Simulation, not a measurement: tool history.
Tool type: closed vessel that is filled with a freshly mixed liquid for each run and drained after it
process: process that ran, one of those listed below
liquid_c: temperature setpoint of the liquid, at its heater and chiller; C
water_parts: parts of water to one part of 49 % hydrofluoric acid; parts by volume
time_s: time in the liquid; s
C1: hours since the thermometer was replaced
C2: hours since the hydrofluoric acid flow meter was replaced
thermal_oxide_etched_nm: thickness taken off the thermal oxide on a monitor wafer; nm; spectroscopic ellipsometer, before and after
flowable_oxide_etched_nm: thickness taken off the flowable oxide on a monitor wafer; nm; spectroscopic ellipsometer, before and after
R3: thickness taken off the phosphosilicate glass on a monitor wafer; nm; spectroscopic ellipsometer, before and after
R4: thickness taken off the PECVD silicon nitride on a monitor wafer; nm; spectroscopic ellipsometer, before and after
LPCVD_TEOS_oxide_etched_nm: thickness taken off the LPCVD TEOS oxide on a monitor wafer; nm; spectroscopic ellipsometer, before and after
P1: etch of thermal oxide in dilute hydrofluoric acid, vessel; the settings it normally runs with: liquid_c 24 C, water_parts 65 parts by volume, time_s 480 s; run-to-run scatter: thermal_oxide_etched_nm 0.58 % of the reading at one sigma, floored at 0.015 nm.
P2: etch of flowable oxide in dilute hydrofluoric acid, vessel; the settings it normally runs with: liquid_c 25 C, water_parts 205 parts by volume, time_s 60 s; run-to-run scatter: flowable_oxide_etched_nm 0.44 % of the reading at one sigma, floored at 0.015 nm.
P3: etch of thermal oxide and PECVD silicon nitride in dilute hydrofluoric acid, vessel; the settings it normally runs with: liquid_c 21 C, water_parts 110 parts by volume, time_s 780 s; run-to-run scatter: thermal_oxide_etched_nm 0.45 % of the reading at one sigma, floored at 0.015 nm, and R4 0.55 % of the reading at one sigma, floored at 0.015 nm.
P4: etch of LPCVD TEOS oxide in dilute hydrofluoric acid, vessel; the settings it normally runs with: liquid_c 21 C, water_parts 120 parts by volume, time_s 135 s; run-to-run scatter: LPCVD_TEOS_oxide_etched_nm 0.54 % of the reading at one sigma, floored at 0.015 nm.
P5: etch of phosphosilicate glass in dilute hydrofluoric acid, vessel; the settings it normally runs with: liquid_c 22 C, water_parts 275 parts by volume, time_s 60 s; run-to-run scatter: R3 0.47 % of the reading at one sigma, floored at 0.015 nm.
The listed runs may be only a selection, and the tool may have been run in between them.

Run 1, hour 9.9: process P1, liquid_c 24 C, water_parts 65 parts by volume, time_s 480 s; C1 522.5; C2 689.4. Result: thermal_oxide_etched_nm 34.967 nm.
Run 2, hour 18.4: process P2, liquid_c 17.5 C, water_parts 205 parts by volume, time_s 60 s; C1 531; C2 697.9. Result: flowable_oxide_etched_nm 7.1539 nm.
Run 3, hour 25.4: process P1, liquid_c 18.5 C, water_parts 65 parts by volume, time_s 480 s; C1 538; C2 704.9. Result: thermal_oxide_etched_nm 28.257 nm.
Run 4, hour 33.7: process P1, liquid_c 24 C, water_parts 65 parts by volume, time_s 480 s; C1 546.3; C2 713.2. Result: thermal_oxide_etched_nm 35.178 nm.
Run 5, hour 46.6: process P2, liquid_c 25 C, water_parts 55 parts by volume, time_s 60 s; C1 559.2; C2 726.1. Result: flowable_oxide_etched_nm 42.236 nm.
Run 6, hour 58.2: process P2, liquid_c 25 C, water_parts 205 parts by volume, time_s 60 s; C1 570.8; C2 737.7. Result: flowable_oxide_etched_nm 9.5459 nm.
Run 7, hour 68.8: process P5, liquid_c 22 C, water_parts 275 parts by volume, time_s 60 s; C1 581.4; C2 748.3. Result: R3 32.878 nm.
Run 8, hour 81.1: process P3, liquid_c 21 C, water_parts 110 parts by volume, time_s 780 s; C1 593.7; C2 760.6. Result: thermal_oxide_etched_nm 29.392 nm, R4 10.091 nm.
Run 9, hour 91.8: process P3, liquid_c 21 C, water_parts 180 parts by volume, time_s 780 s; C1 604.4; C2 771.3. Result: thermal_oxide_etched_nm 16.694 nm, R4 6.2574 nm.
Run 10, hour 101.4: process P4, liquid_c 21 C, water_parts 205 parts by volume, time_s 135 s; C1 614; C2 780.9. Result: LPCVD_TEOS_oxide_etched_nm 20.487 nm.
Run 11, hour 107.5: process P5, liquid_c 22 C, water_parts 90 parts by volume, time_s 60 s; C1 620.1; C2 787. Result: R3 121.24 nm.
Run 12, hour 119.6: process P5, liquid_c 17 C, water_parts 275 parts by volume, time_s 60 s; C1 632.2; C2 799.1. Result: R3 27.262 nm.
Run 13, hour 131.3: process P3, liquid_c 21 C, water_parts 110 parts by volume, time_s 135 s; C1 643.9; C2 810.8. Result: thermal_oxide_etched_nm 5.1028 nm, R4 1.7397 nm.
Run 14, hour 142.8: process P1, liquid_c 24 C, water_parts 35 parts by volume, time_s 480 s; C1 655.4; C2 822.3. Result: thermal_oxide_etched_nm 68.715 nm.
Run 15, hour 149.7: process P4, liquid_c 21 C, water_parts 120 parts by volume, time_s 205 s; C1 662.3; C2 829.2. Result: LPCVD_TEOS_oxide_etched_nm 59.08 nm.
Run 16, hour 159.5: process P1, liquid_c 24 C, water_parts 100 parts by volume, time_s 270 s; C1 672.1; C2 839. Result: thermal_oxide_etched_nm 12.352 nm.
Run 17, hour 165.2: process P1, liquid_c 24 C, water_parts 65 parts by volume, time_s 35 s; C1 677.8; C2 844.7. Result: thermal_oxide_etched_nm 2.5478 nm.
Run 18, hour 176.7: process P1, liquid_c 18.5 C, water_parts 65 parts by volume, time_s 55 s; C1 689.3; C2 856.2. Result: thermal_oxide_etched_nm 3.1917 nm.
Run 19, hour 182.5: process P1, liquid_c 24 C, water_parts 65 parts by volume, time_s 835 s; C1 695.1; C2 862. Result: thermal_oxide_etched_nm 61.884 nm.
Run 20, hour 194.8: process P3, liquid_c 21 C, water_parts 110 parts by volume, time_s 780 s; C1 707.4; C2 874.3. Result: thermal_oxide_etched_nm 29.674 nm, R4 10.122 nm.
Run 21, hour 201: process P1, liquid_c 24 C, water_parts 90 parts by volume, time_s 480 s; C1 713.6; C2 880.5. Result: thermal_oxide_etched_nm 24.685 nm.
Run 22, hour 214: process P1, liquid_c 24 C, water_parts 65 parts by volume, time_s 480 s; C1 726.6; C2 893.5. Result: thermal_oxide_etched_nm 35.588 nm.
Run 23, hour 227.1: process P5, liquid_c 22 C, water_parts 275 parts by volume, time_s 105 s; C1 739.7; C2 906.6. Result: R3 57.284 nm.
Run 24, hour 237.2: process P1, liquid_c 24 C, water_parts 65 parts by volume, time_s 480 s; C1 749.8; C2 916.7. Result: thermal_oxide_etched_nm 35.516 nm.
Run 25, hour 245.6: process P1, liquid_c 30.5 C, water_parts 65 parts by volume, time_s 480 s; C1 758.2; C2 925.1. Result: thermal_oxide_etched_nm 45.545 nm.
Run 26, hour 257.3: process P2, liquid_c 25 C, water_parts 205 parts by volume, time_s 110 s; C1 769.9; C2 936.8. Result: flowable_oxide_etched_nm 17.45 nm.
Run 27, hour 269.5: process P1, liquid_c 24 C, water_parts 65 parts by volume, time_s 480 s; C1 782.1; C2 949. Result: thermal_oxide_etched_nm 34.95 nm.
Run 28, hour 281.6: process P3, liquid_c 17 C, water_parts 110 parts by volume, time_s 780 s; C1 794.2; C2 961.1. Result: thermal_oxide_etched_nm 24.82 nm, R4 7.7091 nm.
Run 29, hour 288.3: process P4, liquid_c 17 C, water_parts 120 parts by volume, time_s 135 s; C1 800.9; C2 967.8. Result: LPCVD_TEOS_oxide_etched_nm 33.092 nm.
Run 30, hour 300.9: process P2, liquid_c 25 C, water_parts 205 parts by volume, time_s 60 s; C1 813.5; C2 980.4. Result: flowable_oxide_etched_nm 9.41 nm.
Run 31, hour 307.7: process P4, liquid_c 21 C, water_parts 120 parts by volume, time_s 135 s; C1 820.3; C2 987.2. Result: LPCVD_TEOS_oxide_etched_nm 38.394 nm.
Run 32, hour 319.1: process P1, liquid_c 24 C, water_parts 65 parts by volume, time_s 480 s; C1 831.7; C2 998.6. Result: thermal_oxide_etched_nm 35.164 nm.
Run 33, hour 325.4: process P1, liquid_c 24 C, water_parts 65 parts by volume, time_s 480 s; C1 838; C2 1004.9. Result: thermal_oxide_etched_nm 34.857 nm.
Run 34, hour 338.5: process P1, liquid_c 24 C, water_parts 65 parts by volume, time_s 480 s; C1 851.1; C2 1018. Result: thermal_oxide_etched_nm 33.993 nm.
Run 35, hour 344.4: process P1, liquid_c 24 C, water_parts 65 parts by volume, time_s 480 s; C1 857; C2 1023.9. Result: thermal_oxide_etched_nm 33.861 nm.
Run 36, hour 352.2: process P1, liquid_c 24 C, water_parts 65 parts by volume, time_s 480 s; C1 864.8; C2 1031.7. Result: thermal_oxide_etched_nm 33.596 nm.

The next listed run, before its measurement:
Run 37, hour 360: process P1, liquid_c 24 C, water_parts 65 parts by volume, time_s 480 s; C1 872.6; C2 1039.5. Result: thermal_oxide_etched_nm ?.

thermal_oxide_etched_nm: 33.14 nm

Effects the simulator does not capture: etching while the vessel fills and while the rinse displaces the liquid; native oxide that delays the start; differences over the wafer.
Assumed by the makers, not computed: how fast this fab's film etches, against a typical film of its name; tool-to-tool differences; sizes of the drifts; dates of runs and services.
